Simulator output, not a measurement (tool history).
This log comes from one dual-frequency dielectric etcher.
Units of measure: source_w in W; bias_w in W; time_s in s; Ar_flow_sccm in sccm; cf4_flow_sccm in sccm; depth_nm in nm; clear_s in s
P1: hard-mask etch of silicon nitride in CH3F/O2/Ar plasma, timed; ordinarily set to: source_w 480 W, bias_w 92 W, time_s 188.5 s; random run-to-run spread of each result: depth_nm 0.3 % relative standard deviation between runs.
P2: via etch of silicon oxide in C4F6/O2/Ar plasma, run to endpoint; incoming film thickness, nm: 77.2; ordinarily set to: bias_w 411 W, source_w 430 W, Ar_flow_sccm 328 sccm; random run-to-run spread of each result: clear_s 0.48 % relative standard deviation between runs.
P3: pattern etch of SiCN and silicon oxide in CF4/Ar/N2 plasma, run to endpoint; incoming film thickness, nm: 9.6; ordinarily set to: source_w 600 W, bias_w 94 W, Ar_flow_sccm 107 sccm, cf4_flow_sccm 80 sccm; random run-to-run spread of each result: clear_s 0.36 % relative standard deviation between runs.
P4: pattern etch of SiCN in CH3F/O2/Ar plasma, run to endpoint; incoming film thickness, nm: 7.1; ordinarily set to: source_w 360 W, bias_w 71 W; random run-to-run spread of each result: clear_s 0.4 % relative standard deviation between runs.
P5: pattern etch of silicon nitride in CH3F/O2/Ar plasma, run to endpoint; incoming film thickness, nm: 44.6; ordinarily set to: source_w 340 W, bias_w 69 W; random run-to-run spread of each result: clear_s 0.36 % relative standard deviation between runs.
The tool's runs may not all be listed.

run	day	process	source_w	bias_w	time_s	Ar_flow_sccm	cf4_flow_sccm	depth_nm	clear_s
1	0.154	P1	480	92	188.5			155.74	
2	0.333	P1	480	60	266			188.87	
3	0.442	P2	340	411		328			19.077
4	0.554	P5	220	69					81.104
5	0.792	P5	340	69					69.244
6	0.962	P2	430	411		328			17.534
7	1.183	P3	810	94		107	80		6.0253
8	1.35	P1	480	123	188.5			171.67	
9	1.562	P3	600	68		107	80		8.7109
10	1.717	P3	600	94		107	80		7.7651
11	1.942	P1	640	92	188.5			171.35	
12	2.154	P1	480	58	188.5			131.85	
13	2.267	P1	340	92	188.5			136.28	
14	2.438	P4	360	71					19.257
15	2.675	P2	430	502		328			16.211
16	2.858	P1	480	92	188.5			154.26	
17	3.054	P3	600	94		75	80		7.4727
18	3.233	P3	600	94		107	80		7.8373
19	3.358	P1	480	92	188.5			154.74	
20	3.492	P3	600	94		107	104		7.6026
21	3.596	P1	480	92	188.5			155.5	
22	3.75	P2	430	411		247			16.922
23	3.929	P4	280	71					21.123
24	4.1	P4	360	52					21.278
25	4.254	P1	480	92	135			110.6	
26	4.388	P5	340	82					65.242
27	4.596	P1	480	92	247			203.07	
28	4.838	P2	430	411		328			17.558
29	5	P1	480	92	188.5			155.61	
30	5.138	P1	480	92	188.5			155.42	
31	5.367	P1	480	92	188.5			156.54	
32	5.533	P1	480	92	188.5			156.28	
33	5.679	P1	480	92	188.5			156.78	
34	5.842	P1	480	92	188.5			157.19	

Estimate the outcome of run 35 from the log above:
35	5.971	P1	480	92	188.5			?	

depth_nm: 156.14 nm
